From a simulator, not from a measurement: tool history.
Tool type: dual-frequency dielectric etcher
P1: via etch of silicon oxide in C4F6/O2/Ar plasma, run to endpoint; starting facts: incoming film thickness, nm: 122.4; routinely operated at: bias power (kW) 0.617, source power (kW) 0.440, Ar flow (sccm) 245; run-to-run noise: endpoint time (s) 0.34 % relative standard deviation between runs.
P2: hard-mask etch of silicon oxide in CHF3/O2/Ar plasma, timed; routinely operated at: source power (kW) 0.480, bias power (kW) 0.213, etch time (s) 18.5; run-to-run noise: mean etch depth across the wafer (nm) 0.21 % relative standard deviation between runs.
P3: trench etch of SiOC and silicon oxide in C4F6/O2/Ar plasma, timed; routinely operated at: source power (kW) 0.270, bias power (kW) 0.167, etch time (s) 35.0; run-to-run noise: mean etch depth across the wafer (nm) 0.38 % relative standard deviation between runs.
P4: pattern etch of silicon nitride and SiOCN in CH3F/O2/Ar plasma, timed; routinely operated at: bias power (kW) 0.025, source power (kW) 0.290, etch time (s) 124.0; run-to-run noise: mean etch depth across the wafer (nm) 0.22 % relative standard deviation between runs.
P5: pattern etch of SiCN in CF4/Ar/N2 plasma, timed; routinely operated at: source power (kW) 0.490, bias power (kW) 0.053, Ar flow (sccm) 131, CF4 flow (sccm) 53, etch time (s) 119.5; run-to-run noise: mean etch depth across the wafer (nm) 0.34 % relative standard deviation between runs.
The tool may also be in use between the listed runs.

| run | hour | process that ran | bias power (kW) | source power (kW) | Ar flow (sccm) | CF4 flow (sccm) | etch time (s) | hours since the last wet clean | hours since the last bias power generator calibration | hours since the last source power generator calibration | hours since the last Ar flow controller change | endpoint time (s) | mean etch depth across the wafer (nm) |
|---|---|---|---|---|---|---|---|---|---|---|---|---|---|
| 1 | 7.5 | P1 | 0.617 | 0.440 | 245 |  |  | 390.6 | 469.8 | 1022.9 | 4265.3 | 23.449 |  |
| 2 | 15.1 | P5 | 0.070 | 0.490 | 131 | 53 | 119.5 | 398.2 | 477.4 | 1030.5 | 4272.9 |  | 99.3920 |
| 3 | 22.8 | P1 | 0.617 | 0.560 | 245 |  |  | 405.9 | 485.1 | 1038.2 | 4280.6 | 21.407 |  |
| 4 | 27.5 | P5 | 0.053 | 0.490 | 131 | 42 | 119.5 | 410.6 | 489.8 | 1042.9 | 4285.3 |  | 86.8040 |
| 5 | 31.9 | P4 | 0.025 | 0.290 |  |  | 68.0 | 415.0 | 494.2 | 1047.3 | 4289.7 |  | 8.5859 |
| 6 | 37.5 | P3 | 0.167 | 0.270 |  |  | 48.0 | 420.6 | 499.8 | 1052.9 | 4295.3 |  | 78.9000 |
| 7 | 44.4 | P1 | 0.617 | 0.440 | 245 |  |  | 427.5 | 506.7 | 1059.8 | 4302.2 | 23.413 |  |
| 8 | 48.2 | P5 | 0.053 | 0.490 | 131 | 53 | 119.5 | 431.3 | 510.5 | 1063.6 | 4306.0 |  | 90.7080 |
| 9 | 51.8 | P1 | 0.846 | 0.440 | 245 |  |  | 434.9 | 514.1 | 1067.2 | 4309.6 | 20.823 |  |
| 10 | 57.4 | P5 | 0.053 | 0.390 | 131 | 53 | 119.5 | 440.5 | 519.7 | 1072.8 | 4315.2 |  | 74.3420 |
| 11 | 61.2 | P1 | 0.617 | 0.350 | 245 |  |  | 444.3 | 523.5 | 1076.6 | 4319.0 | 25.471 |  |
| 12 | 66.3 | P2 | 0.213 | 0.480 |  |  | 13.5 | 449.4 | 528.6 | 1081.7 | 4324.1 |  | 26.4550 |
| 13 | 72.7 | P1 | 0.617 | 0.570 | 313 |  |  | 455.8 | 535.0 | 1088.1 | 4330.5 | 22.097 |  |
| 14 | 77.9 | P5 | 0.053 | 0.490 | 131 | 53 | 160.0 | 461.0 | 540.2 | 1093.3 | 4335.7 |  | 121.0800 |
| 15 | 85.0 | P1 | 0.617 | 0.440 | 245 |  |  | 468.1 | 547.3 | 1100.4 | 4342.8 | 23.440 |  |
|  | 86.0 | source power generator calibrated |
| 16 | 92.6 | P1 | 0.617 | 0.440 | 245 |  |  | 475.7 | 554.9 | 6.7 | 4350.4 | 23.513 |  |
| 17 | 97.6 | P1 | 0.617 | 0.440 | 300 |  |  | 480.7 | 559.9 | 11.7 | 4355.4 | 24.186 |  |
| 18 | 104.0 | P3 | 0.167 | 0.270 |  |  | 35.0 | 487.1 | 566.3 | 18.1 | 4361.8 |  | 57.4690 |
| 19 | 108.2 | P1 | 0.617 | 0.440 | 245 |  |  | 491.3 | 570.5 | 22.3 | 4366.0 | 23.530 |  |
| 20 | 112.1 | P1 | 0.617 | 0.440 | 180 |  |  | 495.2 | 574.4 | 26.2 | 4369.9 | 22.786 |  |
| 21 | 117.9 | P2 | 0.276 | 0.480 |  |  | 18.5 | 501.0 | 580.2 | 32.0 | 4375.7 |  | 39.7590 |
|  | 121.3 | Ar flow controller replaced |
| 22 | 122.0 | P4 | 0.025 | 0.290 |  |  | 124.0 | 505.1 | 584.3 | 36.1 | 0.8 |  | 15.6100 |
| 23 | 127.2 | P4 | 0.025 | 0.290 |  |  | 124.0 | 510.3 | 589.5 | 41.3 | 6.0 |  | 15.6020 |
| 24 | 130.8 | P1 | 0.440 | 0.440 | 245 |  |  | 513.9 | 593.1 | 44.9 | 9.6 | 26.632 |  |
| 25 | 135.9 | P3 | 0.122 | 0.270 |  |  | 35.0 | 519.0 | 598.2 | 50.0 | 14.7 |  | 52.2720 |
| 26 | 139.5 | P3 | 0.167 | 0.370 |  |  | 35.0 | 522.6 | 601.8 | 53.6 | 18.3 |  | 64.7840 |
| 27 | 144.4 | P2 | 0.213 | 0.480 |  |  | 18.5 | 527.5 | 606.7 | 58.5 | 23.2 |  | 36.0680 |
| 28 | 148.8 | P4 | 0.025 | 0.170 |  |  | 124.0 | 531.9 | 611.1 | 62.9 | 27.6 |  | 13.0420 |
| 29 | 152.5 | P5 | 0.053 | 0.490 | 103 | 53 | 119.5 | 535.6 | 614.8 | 66.6 | 31.3 |  | 94.7850 |
| 30 | 158.9 | P2 | 0.213 | 0.610 |  |  | 18.5 | 542.0 | 621.2 | 73.0 | 37.7 |  | 39.4740 |
| 31 | 166.0 | P1 | 0.617 | 0.440 | 245 |  |  | 549.1 | 628.3 | 80.1 | 44.8 | 23.658 |  |
| 32 | 173.3 | P4 | 0.018 | 0.290 |  |  | 124.0 | 556.4 | 635.6 | 87.4 | 52.1 |  | 13.5220 |
| 33 | 177.4 | P1 | 0.617 | 0.440 | 245 |  |  | 560.5 | 639.7 | 91.5 | 56.2 | 23.545 |  |
| 34 | 183.5 | P1 | 0.617 | 0.440 | 245 |  |  | 566.6 | 645.8 | 97.6 | 62.3 | 23.517 |  |
| 35 | 189.1 | P1 | 0.617 | 0.440 | 245 |  |  | 572.2 | 651.4 | 103.2 | 67.9 | 23.401 |  |
| 36 | 194.2 | P1 | 0.617 | 0.440 | 245 |  |  | 577.3 | 656.5 | 108.3 | 73.0 | 23.244 |  |
| 37 | 200.3 | P1 | 0.617 | 0.440 | 245 |  |  | 583.4 | 662.6 | 114.4 | 79.1 | 23.233 |  |
|  | 203.8 | wet clean of the chamber |
| 38 | 206.1 | P1 | 0.617 | 0.440 | 245 |  |  | 2.4 | 668.4 | 120.2 | 84.9 | 23.183 |  |
| 39 | 213.8 | P1 | 0.617 | 0.440 | 245 |  |  | 10.1 | 676.1 | 127.9 | 92.6 | 23.053 |  |
|  | 215.4 | Ar flow controller replaced |
| 40 | 219.6 | P1 | 0.617 | 0.440 | 245 |  |  | 15.9 | 681.9 | 133.7 | 4.3 | 23.204 |  |
| 41 | 223.3 | P1 | 0.617 | 0.440 | 245 |  |  | 19.6 | 685.6 | 137.4 | 8.0 | 23.011 |  |
| 42 | 228.0 | P1 | 0.617 | 0.440 | 245 |  |  | 24.3 | 690.3 | 142.1 | 12.7 | 23.144 |  |
| 43 | 234.3 | P1 | 0.617 | 0.440 | 245 |  |  | 30.6 | 696.6 | 148.4 | 19.0 | 23.112 |  |
| 44 | 239.4 | P1 | 0.617 | 0.440 | 245 |  |  | 35.7 | 701.7 | 153.5 | 24.1 | 23.124 |  |

P1 has crept away from where it was. The log is fitted equally well by each of these 2 causes, at the sizes shown:
A: bias power that arrives over what is set, % = 4.49
B: source power that arrives over what is set, % = 4.72
Onset of the creep was near hour 177.4.
Every other cause this tool's parts could produce, and why it does not fit the log:
chamber walls in a state that raises the etch rate, %: work on it at hour 203.8, done after the drift set in, did not restore what the process gave before
Ar flow that arrives under what is set, %: work on it at hour 215.4, done after the drift set in, did not restore what the process gave before

Which of the 4 check runs listed below, each an average over 2 wafers with its results shown as question marks, gives clearly different results under the different listed causes?
| check 1 | 244.5 | P2 | 0.246 | 0.480 |  |  | 18.5 |  |  |  |  |  | ? |
| check 2 | 244.5 | P3 | 0.130 | 0.370 |  |  | 35.0 |  |  |  |  |  | ? |
| check 3 | 244.5 | P5 | 0.070 | 0.490 | 131 | 45 | 119.5 |  |  |  |  |  | ? |
| check 4 | 244.5 | P4 | 0.019 | 0.290 |  |  | 102.5 |  |  |  |  |  | ? |

How each check would come out, cause by cause:
| check | result | if A | if B |
|---|---|---|---|
| check 1 | mean etch depth across the wafer (nm) | 38.6200 | 38.6720 |
| check 2 | mean etch depth across the wafer (nm) | 61.0070 | 61.3280 |
| check 3 | mean etch depth across the wafer (nm) | 99.1810 | 101.4800 |
| check 4 | mean etch depth across the wafer (nm) | 11.6320 | 11.5920 |
Minimum pairwise separation of causes per check, each pair taken at its best-separating result: check 1 0.13 %; check 2 0.53 %; check 3 2.29 %; check 4 0.34 %
The causes can be told apart only by check 3. The other checks would give nearly the same results under each of them.

Check 3 was then run and gave: mean etch depth across the wafer (nm) 101.7200. Which cause is it?

B is the cause: source power that arrives over what is set, %.
